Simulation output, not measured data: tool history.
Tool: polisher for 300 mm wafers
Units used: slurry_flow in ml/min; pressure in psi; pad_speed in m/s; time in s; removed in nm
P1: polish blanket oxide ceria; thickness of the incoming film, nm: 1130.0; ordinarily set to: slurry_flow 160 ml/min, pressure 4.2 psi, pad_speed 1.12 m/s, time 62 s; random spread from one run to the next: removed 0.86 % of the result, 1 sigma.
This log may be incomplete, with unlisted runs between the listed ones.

run   hour  slurry_flow  pressure  pad_speed  time  wafers polished on this pad  hours since the slurry nozzle was cleaned  hours since the head pressure was calibrated  removed
  1   10.5          160       4.2       1.12    62                          370                                      132.6                                         765.1   446.54
  2   22.0          200       5.5       1.12    62                          467                                      144.1                                         776.6   607.50
  3   35.9          160       1.9       1.12    62                          585                                      158.0                                         790.5   200.95
  4   52.2          160       4.2       1.12    29                          723                                      174.3                                         806.8   208.29
  5   64.9          160       6.6       1.12    62                          831                                      187.0                                         819.5   710.87
  6   76.5          160       4.2       1.70    62                          930                                      198.6                                         831.1   673.92
  7   84.6           95       4.2       1.12    62                          998                                      206.7                                         839.2   393.86
      96.2  -- slurry nozzle cleaned
  8   98.8          160       4.2       1.12    62                         1119                                        2.7                                         853.4   445.70
  9  107.3          160       4.2       1.12    62                         1191                                       11.2                                         861.9   440.38
 10  123.3          160       4.2       1.12    62                         1326                                       27.2                                         877.9   441.61
 11  133.3          160       4.2       0.72    62                         1411                                       37.2                                         887.9   288.89
 12  145.6          160       5.2       0.66    62                         1516                                       49.5                                         900.2   327.02
 13  159.5          160       4.2       1.12    98                         1633                                       63.4                                         914.1   717.16
 14  174.9          160       4.2       1.12    62                         1764                                       78.8                                         929.5   446.86
 15  182.2          205       4.2       1.12    62                         1826                                       86.1                                         936.8   463.69
 16  196.9          160       4.2       1.12    62                         1951                                      100.8                                         951.5   447.28
 17  211.0          160       4.2       1.12    62                         2070                                      114.9                                         965.6   428.05
 18  223.3          160       4.2       1.12    62                         2175                                      127.2                                         977.9   416.92
 19  236.1          160       4.2       1.12    62                         2283                                      140.0                                         990.7   417.82
 20  249.9          160       4.2       1.12    62                         2400                                      153.8                                        1004.5   403.97
 21  261.3          160       4.2       1.12    62                         2497                                      165.2                                        1015.9   405.01
     262.3  -- worn pad replaced by a new one
 22  275.2          160       4.2       1.12    62                          109                                      179.1                                        1029.8   404.46
 23  287.0          160       4.2       1.12    62                          209                                      190.9                                        1041.6   404.77

What P1 gives has crept away from where it was. These 2 causes fit the log equally well, each at the size given:
A: head's pressure below its setpoint, % = 9.55
B: slurry flow missing at the pad, % = 38.4
The gradual shift began around hour 196.9.
Each remaining cause and why it is not a fit:
removal rate lost through wear of the pad, %: serviced at hour 262.3, which brought nothing back

Of the 4 check runs below, each run on 2 wafers with the results averaged and each result still a question mark, which one would tell the listed causes apart?
check 1  298.8          160       6.3       1.12    62                                                                                                                              ?
check 2  298.8          160       6.1       1.62    62                                                                                                                              ?
check 3  298.8          160       2.2       1.64    62                                                                                                                              ?
check 4  298.8           95       3.1       1.12    62                                                                                                                              ?

What every check run would give for each of its results, assuming each possible cause in turn:
  check   result    if A    if B
check 1  removed  603.97  604.10
check 2  removed  845.87  846.05
check 3  removed  308.83  308.90
check 4  removed  266.32  251.45
How far apart the two closest causes lie, in the result that separates them most: check 1 0.02 %; check 2 0.02 %; check 3 0.02 %; check 4 5.74 %
Check 4 is the one run that separates the causes; every other check would come out nearly the same whichever cause is at work.

Then check 4 was run and gave: removed 265.22 nm. Which cause is it?

It is A: head's pressure below its setpoint, %.
